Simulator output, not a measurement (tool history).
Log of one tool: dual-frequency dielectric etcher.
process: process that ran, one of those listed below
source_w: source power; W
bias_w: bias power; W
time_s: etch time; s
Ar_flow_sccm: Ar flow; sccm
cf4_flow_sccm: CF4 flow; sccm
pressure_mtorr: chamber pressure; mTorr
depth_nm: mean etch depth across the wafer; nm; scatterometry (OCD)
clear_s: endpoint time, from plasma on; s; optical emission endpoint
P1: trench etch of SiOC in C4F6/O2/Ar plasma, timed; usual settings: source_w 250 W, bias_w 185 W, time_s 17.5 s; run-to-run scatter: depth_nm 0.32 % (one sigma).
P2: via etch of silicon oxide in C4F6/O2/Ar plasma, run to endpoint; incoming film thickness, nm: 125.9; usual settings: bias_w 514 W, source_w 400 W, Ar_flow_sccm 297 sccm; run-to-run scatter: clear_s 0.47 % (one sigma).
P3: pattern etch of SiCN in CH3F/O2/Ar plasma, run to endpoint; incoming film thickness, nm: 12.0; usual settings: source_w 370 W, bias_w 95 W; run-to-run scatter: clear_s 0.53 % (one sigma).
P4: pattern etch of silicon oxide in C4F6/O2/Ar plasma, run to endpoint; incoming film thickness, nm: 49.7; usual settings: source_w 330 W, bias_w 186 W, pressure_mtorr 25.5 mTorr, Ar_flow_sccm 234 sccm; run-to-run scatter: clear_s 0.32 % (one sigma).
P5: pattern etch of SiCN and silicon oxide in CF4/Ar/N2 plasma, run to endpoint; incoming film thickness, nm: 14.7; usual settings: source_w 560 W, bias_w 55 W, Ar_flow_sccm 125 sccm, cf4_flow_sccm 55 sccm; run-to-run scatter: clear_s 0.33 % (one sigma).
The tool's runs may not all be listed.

| run | day | process | source_w | bias_w | time_s | Ar_flow_sccm | cf4_flow_sccm | pressure_mtorr | hours since the last wet clean | hours since the last source power generator calibration | hours since the last bias power generator calibration | depth_nm | clear_s |
|---|---|---|---|---|---|---|---|---|---|---|---|---|---|
| 1 | 0.458 | P1 | 250 | 185 | 17.5 |  |  |  | 380.1 | 514.4 | 2474.5 | 31.061 |  |
| 2 | 0.812 | P1 | 250 | 121 | 17.5 |  |  |  | 388.6 | 522.9 | 2483.0 | 27.295 |  |
| 3 | 1.162 | P3 | 370 | 95 |  |  |  |  | 397.0 | 531.3 | 2491.4 |  | 28.989 |
| 4 | 1.375 | P5 | 560 | 55 |  | 125 | 55 |  | 402.1 | 536.4 | 2496.5 |  | 16.915 |
| 5 | 1.767 | P1 | 180 | 185 | 17.5 |  |  |  | 411.5 | 545.8 | 2505.9 | 27.642 |  |
| 6 | 2.050 | P2 | 400 | 514 |  | 364 |  |  | 418.3 | 552.6 | 2512.7 |  | 28.338 |
| 7 | 2.300 | P3 | 220 | 95 |  |  |  |  | 424.3 | 558.6 | 2518.7 |  | 35.369 |
| 8 | 2.629 | P1 | 250 | 185 | 17.5 |  |  |  | 432.2 | 566.5 | 2526.6 | 31.176 |  |
| 9 | 2.971 | P1 | 250 | 185 | 17.5 |  |  |  | 440.4 | 574.7 | 2534.8 | 31.253 |  |
| 10 | 3.367 | P1 | 250 | 185 | 10.5 |  |  |  | 449.9 | 584.2 | 2544.3 | 18.739 |  |
| 11 | 3.675 | P2 | 560 | 514 |  | 297 |  |  | 457.3 | 591.6 | 2551.7 |  | 24.403 |
| 12 | 4.125 | P2 | 400 | 514 |  | 297 |  |  | 468.1 | 602.4 | 2562.5 |  | 27.806 |
| 13 | 4.554 | P1 | 200 | 185 | 13.0 |  |  |  | 478.4 | 612.7 | 2572.8 | 21.372 |  |
| 14 | 4.762 | P4 | 330 | 186 |  | 234 |  | 30.5 | 483.4 | 617.7 | 2577.8 |  | 15.992 |
| 15 | 5.004 | P2 | 400 | 320 |  | 297 |  |  | 489.2 | 623.5 | 2583.6 |  | 32.839 |
| 16 | 5.392 | P1 | 250 | 185 | 17.5 |  |  |  | 498.5 | 632.8 | 2592.9 | 31.259 |  |
| 17 | 5.633 | P4 | 330 | 116 |  | 234 |  | 25.5 | 504.3 | 638.6 | 2598.7 |  | 18.024 |
| 18 | 6.025 | P5 | 560 | 55 |  | 148 | 55 |  | 513.7 | 648.0 | 2608.1 |  | 17.641 |
| 19 | 6.338 | P1 | 320 | 185 | 17.5 |  |  |  | 521.2 | 655.5 | 2615.6 | 34.527 |  |
| 20 | 6.758 | P4 | 240 | 186 |  | 234 |  | 25.5 | 531.3 | 665.6 | 2625.7 |  | 17.632 |
| 21 | 7.092 | P5 | 390 | 55 |  | 125 | 55 |  | 539.3 | 673.6 | 2633.7 |  | 23.493 |
| 22 | 7.354 | P1 | 250 | 185 | 23.0 |  |  |  | 545.6 | 679.9 | 2640.0 | 41.034 |  |
| 23 | 7.650 | P4 | 330 | 186 |  | 140 |  | 25.5 | 552.7 | 687.0 | 2647.1 |  | 14.646 |
| 24 | 8.046 | P1 | 250 | 185 | 17.5 |  |  |  | 562.2 | 696.5 | 2656.6 | 31.394 |  |
| 25 | 8.308 | P5 | 560 | 34 |  | 125 | 55 |  | 568.5 | 702.8 | 2662.9 |  | 19.886 |
| 26 | 8.588 | P2 | 400 | 514 |  | 297 |  |  | 575.2 | 709.5 | 2669.6 |  | 28.047 |
| 27 | 9.017 | P4 | 330 | 186 |  | 234 |  | 25.5 | 585.5 | 719.8 | 2679.9 |  | 15.650 |
| 28 | 9.479 | P1 | 250 | 251 | 17.5 |  |  |  | 596.6 | 730.9 | 2691.0 | 34.588 |  |
| 29 | 9.717 | P1 | 250 | 185 | 17.5 |  |  |  | 602.3 | 736.6 | 2696.7 | 30.999 |  |
| 30 | 10.125 | P5 | 560 | 55 |  | 125 | 35 |  | 612.1 | 746.4 | 2706.5 |  | 18.487 |
| 31 | 10.450 | P1 | 250 | 244 | 12.5 |  |  |  | 619.9 | 754.2 | 2714.3 | 24.485 |  |
| 32 | 10.871 | P3 | 370 | 122 |  |  |  |  | 630.0 | 764.3 | 2724.4 |  | 26.424 |
| 33 | 11.071 | P1 | 250 | 185 | 17.5 |  |  |  | 634.8 | 769.1 | 2729.2 | 31.175 |  |
| 34 | 11.408 | P1 | 250 | 185 | 17.5 |  |  |  | 642.9 | 777.2 | 2737.3 | 30.987 |  |
| 35 | 11.725 | P1 | 250 | 185 | 17.5 |  |  |  | 650.5 | 784.8 | 2744.9 | 30.763 |  |
|  | 11.983 | wet clean of the chamber |
| 36 | 12.042 | P1 | 250 | 185 | 17.5 |  |  |  | 1.4 | 792.4 | 2752.5 | 30.802 |  |
| 37 | 12.321 | P1 | 250 | 185 | 17.5 |  |  |  | 8.1 | 799.1 | 2759.2 | 30.779 |  |
| 38 | 12.629 | P1 | 250 | 185 | 17.5 |  |  |  | 15.5 | 806.5 | 2766.6 | 30.641 |  |
| 39 | 13.017 | P1 | 250 | 185 | 17.5 |  |  |  | 24.8 | 815.8 | 2775.9 | 30.737 |  |
| 40 | 13.375 | P1 | 250 | 185 | 17.5 |  |  |  | 33.4 | 824.4 | 2784.5 | 30.766 |  |
| 41 | 13.604 | P1 | 250 | 185 | 17.5 |  |  |  | 38.9 | 829.9 | 2790.0 | 30.682 |  |

What P1 gives has crept away from where it was. These 2 causes fit the log equally well, each at the size given:
A: source power that arrives under what is set, % = 4.1
B: bias power that arrives under what is set, % = 4.8
The creep began at about day 11.071.
Why every other cause is out:
chamber walls in a state that lowers the etch rate, %: serviced at day 11.983, which brought nothing back

4 check runs are offered, each on 2 wafers whose results are averaged, their results left as question marks. Which one tells the causes apart?
| check 1 | 13.833 | P3 | 300 | 116 |  |  |  |  |  |  |  |  | ? |
| check 2 | 13.833 | P2 | 400 | 349 |  | 297 |  |  |  |  |  |  | ? |
| check 3 | 13.833 | P4 | 260 | 186 |  | 146 |  | 25.5 |  |  |  |  | ? |
| check 4 | 13.833 | P5 | 560 | 34 |  | 125 | 55 |  |  |  |  |  | ? |

What each check would give under each cause:
| check | result | if A | if B |
|---|---|---|---|
| check 1 | clear_s | 29.493 | 29.611 |
| check 2 | clear_s | 32.518 | 32.571 |
| check 3 | clear_s | 16.474 | 16.473 |
| check 4 | clear_s | 20.587 | 20.119 |
How far apart the two closest causes lie, in the result that separates them most: check 1 0.4 %; check 2 0.16 %; check 3 0.01 %; check 4 2.3 %
Check 4 tells the causes apart: in the others they would give nearly the same result.

Check 4 was then run and gave: clear_s 20.622 s. Which cause is it?

It is A: source power that arrives under what is set, %.

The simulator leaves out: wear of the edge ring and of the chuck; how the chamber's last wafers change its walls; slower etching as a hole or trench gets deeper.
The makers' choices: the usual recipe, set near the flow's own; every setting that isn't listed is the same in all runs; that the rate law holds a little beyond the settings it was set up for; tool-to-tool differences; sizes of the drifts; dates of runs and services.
